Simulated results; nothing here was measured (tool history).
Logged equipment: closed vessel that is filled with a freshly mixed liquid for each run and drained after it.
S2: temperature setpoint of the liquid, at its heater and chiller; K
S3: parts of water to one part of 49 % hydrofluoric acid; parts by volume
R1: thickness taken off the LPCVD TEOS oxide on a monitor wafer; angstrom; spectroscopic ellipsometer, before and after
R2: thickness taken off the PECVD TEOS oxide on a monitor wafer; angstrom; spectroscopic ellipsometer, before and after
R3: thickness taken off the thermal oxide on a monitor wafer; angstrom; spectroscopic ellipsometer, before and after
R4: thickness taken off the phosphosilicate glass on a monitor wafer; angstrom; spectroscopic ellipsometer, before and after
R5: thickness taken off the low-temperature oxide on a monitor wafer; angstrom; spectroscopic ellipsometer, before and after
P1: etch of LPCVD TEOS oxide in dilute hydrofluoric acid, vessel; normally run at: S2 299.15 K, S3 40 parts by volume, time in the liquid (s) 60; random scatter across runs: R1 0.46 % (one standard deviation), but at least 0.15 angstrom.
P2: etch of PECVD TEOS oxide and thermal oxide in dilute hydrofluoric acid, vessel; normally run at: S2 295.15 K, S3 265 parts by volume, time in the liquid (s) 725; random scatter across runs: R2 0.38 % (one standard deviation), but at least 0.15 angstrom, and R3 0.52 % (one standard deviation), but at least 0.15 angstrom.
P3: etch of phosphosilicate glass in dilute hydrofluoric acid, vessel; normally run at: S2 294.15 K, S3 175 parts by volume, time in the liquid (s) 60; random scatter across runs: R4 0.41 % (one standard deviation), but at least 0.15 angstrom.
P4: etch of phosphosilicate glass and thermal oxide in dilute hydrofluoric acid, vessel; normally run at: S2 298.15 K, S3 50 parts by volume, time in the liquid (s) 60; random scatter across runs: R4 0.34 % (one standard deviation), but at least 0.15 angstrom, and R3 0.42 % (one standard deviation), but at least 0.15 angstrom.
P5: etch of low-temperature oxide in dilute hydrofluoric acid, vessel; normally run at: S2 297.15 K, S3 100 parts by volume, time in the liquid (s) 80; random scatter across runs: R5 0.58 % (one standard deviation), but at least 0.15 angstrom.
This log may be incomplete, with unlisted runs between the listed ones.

run 1 hour=9.8 | process_that_ran=P1 S2=299.15 S3=40 time_in_the_liquid_(s)=60 | R1=594.37
run 2 hour=27.2 | process_that_ran=P2 S2=295.15 S3=265 time_in_the_liquid_(s)=725 | R2=218.6 R3=104.18
run 3 hour=44.5 | process_that_ran=P3 S2=294.15 S3=175 time_in_the_liquid_(s)=60 | R4=430.96
run 4 hour=55.3 | process_that_ran=P1 S2=299.15 S3=20 time_in_the_liquid_(s)=60 | R1=1220.7
run 5 hour=67.2 | process_that_ran=P3 S2=294.15 S3=175 time_in_the_liquid_(s)=60 | R4=430.74
run 6 hour=76.4 | process_that_ran=P2 S2=290.15 S3=265 time_in_the_liquid_(s)=725 | R2=179.8 R3=86.662
run 7 hour=85.5 | process_that_ran=P1 S2=299.15 S3=55 time_in_the_liquid_(s)=35 | R1=245.01
run 8 hour=98.4 | process_that_ran=P1 S2=299.15 S3=40 time_in_the_liquid_(s)=60 | R1=591.33
run 9 hour=113.4 | process_that_ran=P4 S2=290.65 S3=50 time_in_the_liquid_(s)=60 | R3=44.675 R4=754.14
run 10 hour=123.8 | process_that_ran=P5 S2=297.15 S3=20 time_in_the_liquid_(s)=80 | R5=696.06
run 11 hour=136.9 | process_that_ran=P5 S2=305.15 S3=100 time_in_the_liquid_(s)=80 | R5=170.28
run 12 hour=154.1 | process_that_ran=P1 S2=299.15 S3=20 time_in_the_liquid_(s)=30 | R1=611.86
run 13 hour=163 | process_that_ran=P3 S2=302.15 S3=175 time_in_the_liquid_(s)=60 | R4=575.45
run 14 hour=180.1 | process_that_ran=P2 S2=295.15 S3=390 time_in_the_liquid_(s)=725 | R2=132.76 R3=63.26
run 15 hour=195.6 | process_that_ran=P1 S2=306.15 S3=40 time_in_the_liquid_(s)=60 | R1=783.03
run 16 hour=204.2 | process_that_ran=P5 S2=297.15 S3=100 time_in_the_liquid_(s)=30 | R5=47.13
run 17 hour=214.7 | process_that_ran=P1 S2=299.15 S3=40 time_in_the_liquid_(s)=60 | R1=590.17
run 18 hour=231.8 | process_that_ran=P4 S2=298.15 S3=50 time_in_the_liquid_(s)=60 | R3=60.918 R4=1043.6
run 19 hour=239.6 | process_that_ran=P4 S2=298.15 S3=20 time_in_the_liquid_(s)=60 | R3=157.21 R4=2693.6
run 20 hour=253.1 | process_that_ran=P5 S2=297.15 S3=100 time_in_the_liquid_(s)=80 | R5=124.93
run 21 hour=267.7 | process_that_ran=P2 S2=295.15 S3=265 time_in_the_liquid_(s)=725 | R2=218.7 R3=104.34
run 22 hour=282.8 | process_that_ran=P1 S2=299.15 S3=40 time_in_the_liquid_(s)=30 | R1=293.12
run 23 hour=292 | process_that_ran=P1 S2=304.15 S3=40 time_in_the_liquid_(s)=30 | R1=363.21
run 24 hour=306 | process_that_ran=P3 S2=294.15 S3=65 time_in_the_liquid_(s)=60 | R4=1315.5
run 25 hour=315.2 | process_that_ran=P3 S2=294.15 S3=175 time_in_the_liquid_(s)=120 | R4=857.99
run 26 hour=330.5 | process_that_ran=P4 S2=298.15 S3=50 time_in_the_liquid_(s)=30 | R3=30.289 R4=520.12
run 27 hour=345.8 | process_that_ran=P1 S2=299.15 S3=40 time_in_the_liquid_(s)=90 | R1=890.54
run 28 hour=360.2 | process_that_ran=P1 S2=291.65 S3=40 time_in_the_liquid_(s)=60 | R1=433.17
run 29 hour=368.3 | process_that_ran=P1 S2=299.15 S3=60 time_in_the_liquid_(s)=60 | R1=382.87
run 30 hour=382.1 | process_that_ran=P1 S2=299.15 S3=40 time_in_the_liquid_(s)=60 | R1=592.31
run 31 hour=393.4 | process_that_ran=P2 S2=295.15 S3=265 time_in_the_liquid_(s)=235 | R2=70.932 R3=33.418
run 32 hour=404.8 | process_that_ran=P1 S2=299.15 S3=40 time_in_the_liquid_(s)=60 | R1=589.72
run 33 hour=420.3 | process_that_ran=P1 S2=299.15 S3=40 time_in_the_liquid_(s)=60 | R1=593.82
run 34 hour=435.6 | process_that_ran=P1 S2=299.15 S3=40 time_in_the_liquid_(s)=60 | R1=597.21
run 35 hour=448.6 | process_that_ran=P1 S2=299.15 S3=40 time_in_the_liquid_(s)=60 | R1=622.43
run 36 hour=463.8 | process_that_ran=P1 S2=299.15 S3=40 time_in_the_liquid_(s)=60 | R1=635.44
run 37 hour=472.9 | process_that_ran=P1 S2=299.15 S3=40 time_in_the_liquid_(s)=60 | R1=642.23
run 38 hour=490.3 | process_that_ran=P1 S2=299.15 S3=40 time_in_the_liquid_(s)=60 | R1=653.6
run 39 hour=504.4 | process_that_ran=P1 S2=299.15 S3=40 time_in_the_liquid_(s)=60 | R1=645.46
run 40 hour=513.2 | process_that_ran=P1 S2=299.15 S3=40 time_in_the_liquid_(s)=60 | R1=639.84

What P1 gives has crept off from where it sat before. The 2 causes that follow fit the log equally well, each at the size noted:
A: liquid hotter than its thermometer reads (K) = 2.27
B: hydrofluoric acid flow above the setpoint (%) = 9.1
Creep in the process output first set in at about hour 435.6.

Listed below are the offered check runs, one wafer per run, with question marks in place of results. For which of them would the causes give clearly different outcomes?
run check 1 hour=522 | process_that_ran=P3 S2=294.15 S3=75 time_in_the_liquid_(s)=110 | R4=?
run check 2 hour=522 | process_that_ran=P4 S2=298.15 S3=25 time_in_the_liquid_(s)=60 | R3=? R4=?
run check 3 hour=522 | process_that_ran=P2 S2=295.15 S3=365 time_in_the_liquid_(s)=725 | R2=? R3=?
run check 4 hour=522 | process_that_ran=P5 S2=301.15 S3=20 time_in_the_liquid_(s)=80 | R5=?

Predicted outcomes, by check and by cause:
check=check_1 result=R4 if_A=2247.2 if_B=2250.6
check=check_2 result=R3 if_A=137.78 if_B=137.27
check=check_2 result=R4 if_A=2368.4 if_B=2359.6
check=check_3 result=R2 if_A=156.49 if_B=162.46
check=check_3 result=R3 if_A=74.227 if_B=77.059
check=check_4 result=R5 if_A=900.57 if_B=898.21
Per check, the gap between the least separated pair of causes, taken in the result that splits them most: check 1 0.15 %; check 2 0.37 %; check 3 3.74 %; check 4 0.26 %
Only check 3 tells the causes apart: in the others they would give nearly the same result.

The results of check 3 are: R2 157.22 angstrom; R3 73.915 angstrom. Based on these, which of the listed causes is it?

It was cause A: liquid hotter than its thermometer reads (K).
